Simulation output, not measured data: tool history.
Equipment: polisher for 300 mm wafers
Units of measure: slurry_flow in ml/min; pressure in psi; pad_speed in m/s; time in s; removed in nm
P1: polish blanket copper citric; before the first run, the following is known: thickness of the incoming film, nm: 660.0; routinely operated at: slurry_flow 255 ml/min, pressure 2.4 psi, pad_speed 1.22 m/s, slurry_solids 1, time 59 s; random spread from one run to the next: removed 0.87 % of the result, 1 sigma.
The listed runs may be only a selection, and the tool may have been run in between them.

run    day  slurry_flow  pressure  pad_speed  slurry_solids  time  wafers polished on this pad  hours since the slurry nozzle was cleaned  hours since the head pressure was calibrated  hours since the slurry blender was calibrated  removed
  1  0.312          255       2.4       1.22              1    59                          658                                      125.4                                         314.2                                          219.2   121.16
  2  0.708          255       2.4       0.54              1    59                          730                                      134.9                                         323.7                                          228.7   53.521
  3   0.95          255       2.4       1.22           1.25    59                          774                                      140.7                                         329.5                                          234.5   125.14
  4  1.258          390       2.4       1.86              1    59                          831                                      148.1                                         336.9                                          241.9   186.82
  5  1.542          255       2.4       1.22              1    59                          883                                      154.9                                         343.7                                          248.7   119.32
  6  1.962          255       2.4       1.52              1    59                          959                                        165                                         353.8                                          258.8   146.57
  7  2.383          255       2.4       1.22              1    59                         1036                                      175.1                                         363.9                                          268.9    119.6
  8  2.638          360       2.4       1.22              1    59                         1083                                      181.2                                           370                                            275   120.31
  9      3          255       3.1       1.22              1    39                         1149                                      189.9                                         378.7                                          283.7   100.92
     3.038  -- head pressure recalibrated
 10  3.483          255       3.6       1.22              1    59                         1237                                      201.5                                          10.8                                          295.3   176.82
 11  3.942          255       2.4       1.22              1    32                         1321                                      212.5                                          21.8                                          306.3   64.548
     4.104  -- slurry nozzle cleaned
 12  4.192          255       2.4       1.22              1    93                         1367                                        2.2                                          27.8                                          312.3   186.96
 13  4.696          155       2.4       1.22              1    59                         1459                                       14.3                                          39.9                                          324.4    113.1
 14   4.95          255       2.4       1.22              1    59                         1505                                       20.4                                            46                                          330.5   118.45
 15    5.4          255       2.4       1.22           0.65    59                         1588                                       31.2                                          56.8                                          341.3    109.4
 16  5.792          255       2.4       1.22              1    59                         1659                                       40.6                                          66.2                                          350.7   119.51
 17  6.017          255       1.2       1.22              1    59                         1700                                         46                                          71.6                                          356.1   60.685
 18  6.358          255       2.4       1.22              1    59                         1763                                       54.2                                          79.8                                          364.3   118.17
 19  6.646          255       2.4       1.22              1    59                         1815                                       61.1                                          86.7                                          371.2   116.09
 20  7.158          255       2.4       1.22              1    59                         1909                                       73.4                                            99                                          383.5   113.07
 21  7.583          255       2.4       1.22              1    59                         1987                                       83.6                                         109.2                                          393.7   115.39
     7.804  -- slurry blender recalibrated
 22  7.954          255       2.4       1.22              1    59                         2055                                       92.5                                         118.1                                            3.7   112.44
     7.992  -- worn pad replaced by a new one
 23  8.296          255       2.4       1.22              1    59                           55                                      100.7                                         126.3                                           11.9   112.55
 24  8.571          255       2.4       1.22              1    59                          105                                      107.3                                         132.9                                           18.5   111.78
 25  8.925          255       2.4       1.22              1    59                          170                                      115.8                                         141.4                                             27   112.03

Something has made what P1 gives creep away from where it was; the 2 causes below, each at its own stated size, fit the log equally well:
A: head's pressure below its setpoint, % = 5.43
B: slurry flow missing at the pad, % = 34.4
The onset of the drift is placed at about day 6.358.
Ruled out, with reasons:
removal rate lost through wear of the pad, %: serviced at day 7.992, after the change had begun; the process did not return to its earlier output
abrasive missing from the slurry, %: serviced at day 7.804, after the change had begun; the process did not return to its earlier output

Below are 4 check runs, each averaged over 5 wafers, with their results shown as question marks. Which of them would give clearly different results depending on which cause is behind the drift?
check 1  9.279          255       2.4       1.52              1    92                                                                                                                                                                             ?
check 2  9.279          155       3.1       1.22              1    59                                                                                                                                                                             ?
check 3  9.279          255       2.4        0.6              1    90                                                                                                                                                                             ?
check 4  9.279          255       3.2       1.22              1    59                                                                                                                                                                             ?

Expected result of each check under each candidate cause:
  check   result    if A    if B
check 1  removed  217.72  217.74
check 2  removed  135.28  131.06
check 3  removed  86.778  86.645
check 4  removed  149.22  149.25
Separation of the two closest causes in each check, using whichever result separates them best: check 1 0.01 %; check 2 3.17 %; check 3 0.15 %; check 4 0.02 %
Only check 2 tells the causes apart: in the others they would give nearly the same result.

After running check 2, the following was obtained: removed 135.02 nm. Which cause does this point to?

It is A: head's pressure below its setpoint, %.

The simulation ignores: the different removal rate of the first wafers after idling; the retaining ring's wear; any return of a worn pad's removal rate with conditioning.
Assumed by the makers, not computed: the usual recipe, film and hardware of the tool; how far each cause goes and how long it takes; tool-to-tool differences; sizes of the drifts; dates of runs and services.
